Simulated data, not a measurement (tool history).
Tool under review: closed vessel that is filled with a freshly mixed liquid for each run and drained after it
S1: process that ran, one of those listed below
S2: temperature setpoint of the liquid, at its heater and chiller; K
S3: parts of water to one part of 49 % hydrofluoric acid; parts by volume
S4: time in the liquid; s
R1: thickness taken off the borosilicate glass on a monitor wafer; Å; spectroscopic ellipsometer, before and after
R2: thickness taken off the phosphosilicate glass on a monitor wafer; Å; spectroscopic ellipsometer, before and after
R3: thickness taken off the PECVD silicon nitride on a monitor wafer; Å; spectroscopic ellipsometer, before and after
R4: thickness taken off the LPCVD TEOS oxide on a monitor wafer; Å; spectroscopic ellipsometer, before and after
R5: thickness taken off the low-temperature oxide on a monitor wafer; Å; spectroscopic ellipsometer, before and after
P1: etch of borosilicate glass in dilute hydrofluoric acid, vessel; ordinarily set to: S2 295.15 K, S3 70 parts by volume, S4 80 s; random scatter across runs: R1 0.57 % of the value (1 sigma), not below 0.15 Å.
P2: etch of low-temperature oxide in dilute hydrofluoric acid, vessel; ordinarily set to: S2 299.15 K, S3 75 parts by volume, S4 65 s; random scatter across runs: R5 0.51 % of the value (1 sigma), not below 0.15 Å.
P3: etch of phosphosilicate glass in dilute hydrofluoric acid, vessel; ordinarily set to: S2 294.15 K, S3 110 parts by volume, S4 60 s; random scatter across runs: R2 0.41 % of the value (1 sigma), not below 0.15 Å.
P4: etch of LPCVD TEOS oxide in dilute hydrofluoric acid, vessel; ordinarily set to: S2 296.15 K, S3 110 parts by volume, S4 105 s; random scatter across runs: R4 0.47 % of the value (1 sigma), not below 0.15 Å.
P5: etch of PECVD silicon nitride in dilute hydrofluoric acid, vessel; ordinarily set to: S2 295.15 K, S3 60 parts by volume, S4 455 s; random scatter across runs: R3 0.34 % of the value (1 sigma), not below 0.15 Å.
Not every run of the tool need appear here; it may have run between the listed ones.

{"run": 1, "day": 0.212, "S1": "P1", "S2": 295.15, "S3": 70, "S4": 80, "R1": 262.48}
{"run": 2, "day": 0.417, "S1": "P1", "S2": 295.15, "S3": 70, "S4": 80, "R1": 265.83}
{"run": 3, "day": 0.721, "S1": "P1", "S2": 295.15, "S3": 120, "S4": 125, "R1": 228.35}
{"run": 4, "day": 1.004, "S1": "P3", "S2": 294.15, "S3": 110, "S4": 30, "R2": 148.4}
{"run": 5, "day": 1.342, "S1": "P5", "S2": 295.15, "S3": 20, "S4": 455, "R3": 499.04}
{"run": 6, "day": 1.696, "S1": "P5", "S2": 295.15, "S3": 60, "S4": 685, "R3": 256.86}
{"run": 7, "day": 1.917, "S1": "P5", "S2": 295.15, "S3": 60, "S4": 455, "R3": 172.78}
{"run": 8, "day": 2.15, "S1": "P4", "S2": 296.15, "S3": 110, "S4": 105, "R4": 155.88}
{"run": 9, "day": 2.529, "S1": "P2", "S2": 299.15, "S3": 75, "S4": 30, "R5": 79.622}
{"run": 10, "day": 2.742, "S1": "P1", "S2": 295.15, "S3": 40, "S4": 80, "R1": 481.58}
{"run": 11, "day": 3.067, "S1": "P4", "S2": 296.15, "S3": 110, "S4": 170, "R4": 251.69}
{"run": 12, "day": 3.325, "S1": "P1", "S2": 295.15, "S3": 70, "S4": 80, "R1": 266.65}
{"run": 13, "day": 3.662, "S1": "P2", "S2": 306.15, "S3": 75, "S4": 65, "R5": 223.57}
{"run": 14, "day": 3.979, "S1": "P1", "S2": 290.15, "S3": 70, "S4": 80, "R1": 216.18}
{"run": 15, "day": 4.321, "S1": "P4", "S2": 296.15, "S3": 70, "S4": 105, "R4": 255.83}
{"run": 16, "day": 4.583, "S1": "P4", "S2": 296.15, "S3": 110, "S4": 105, "R4": 154.84}
{"run": 17, "day": 4.962, "S1": "P1", "S2": 295.15, "S3": 70, "S4": 80, "R1": 264.25}
{"run": 18, "day": 5.196, "S1": "P3", "S2": 294.15, "S3": 110, "S4": 60, "R2": 295.3}
{"run": 19, "day": 5.433, "S1": "P1", "S2": 295.15, "S3": 125, "S4": 80, "R1": 138.51}
{"run": 20, "day": 5.762, "S1": "P1", "S2": 295.15, "S3": 70, "S4": 140, "R1": 459.92}
{"run": 21, "day": 6.079, "S1": "P4", "S2": 292.15, "S3": 110, "S4": 105, "R4": 131.38}
{"run": 22, "day": 6.354, "S1": "P2", "S2": 299.15, "S3": 75, "S4": 65, "R5": 171.11}
{"run": 23, "day": 6.742, "S1": "P2", "S2": 299.15, "S3": 130, "S4": 65, "R5": 92.687}
{"run": 24, "day": 7.138, "S1": "P1", "S2": 302.15, "S3": 25, "S4": 80, "R1": 1058.7}
{"day": 7.404, "done": "hydrofluoric acid flow meter replaced"}
{"run": 25, "day": 7.467, "S1": "P1", "S2": 295.15, "S3": 70, "S4": 80, "R1": 267.84}
{"run": 26, "day": 7.788, "S1": "P5", "S2": 291.15, "S3": 60, "S4": 455, "R3": 129.95}
{"run": 27, "day": 8.046, "S1": "P1", "S2": 295.15, "S3": 70, "S4": 80, "R1": 265.18}
{"run": 28, "day": 8.329, "S1": "P1", "S2": 295.15, "S3": 70, "S4": 30, "R1": 99.608}
{"run": 29, "day": 8.712, "S1": "P3", "S2": 300.65, "S3": 110, "S4": 60, "R2": 380.99}
{"run": 30, "day": 9.075, "S1": "P1", "S2": 299.65, "S3": 70, "S4": 80, "R1": 316.3}
{"run": 31, "day": 9.35, "S1": "P3", "S2": 294.15, "S3": 185, "S4": 60, "R2": 161.43}
{"run": 32, "day": 9.538, "S1": "P1", "S2": 295.15, "S3": 70, "S4": 80, "R1": 267.04}
{"run": 33, "day": 9.938, "S1": "P1", "S2": 295.15, "S3": 70, "S4": 80, "R1": 255.2}
{"run": 34, "day": 10.188, "S1": "P1", "S2": 295.15, "S3": 70, "S4": 80, "R1": 247.03}
{"run": 35, "day": 10.45, "S1": "P1", "S2": 295.15, "S3": 70, "S4": 80, "R1": 247.72}
{"run": 36, "day": 10.767, "S1": "P1", "S2": 295.15, "S3": 70, "S4": 80, "R1": 245.69}
{"run": 37, "day": 11.158, "S1": "P1", "S2": 295.15, "S3": 70, "S4": 80, "R1": 241.65}
{"run": 38, "day": 11.554, "S1": "P1", "S2": 295.15, "S3": 70, "S4": 80, "R1": 241.59}

What does the tool deliver on the next run?
{"run": 39, "day": 11.896, "S1": "P1", "S2": 295.15, "S3": 70, "S4": 80, "R1": "?"}

R1: 241.64 Å
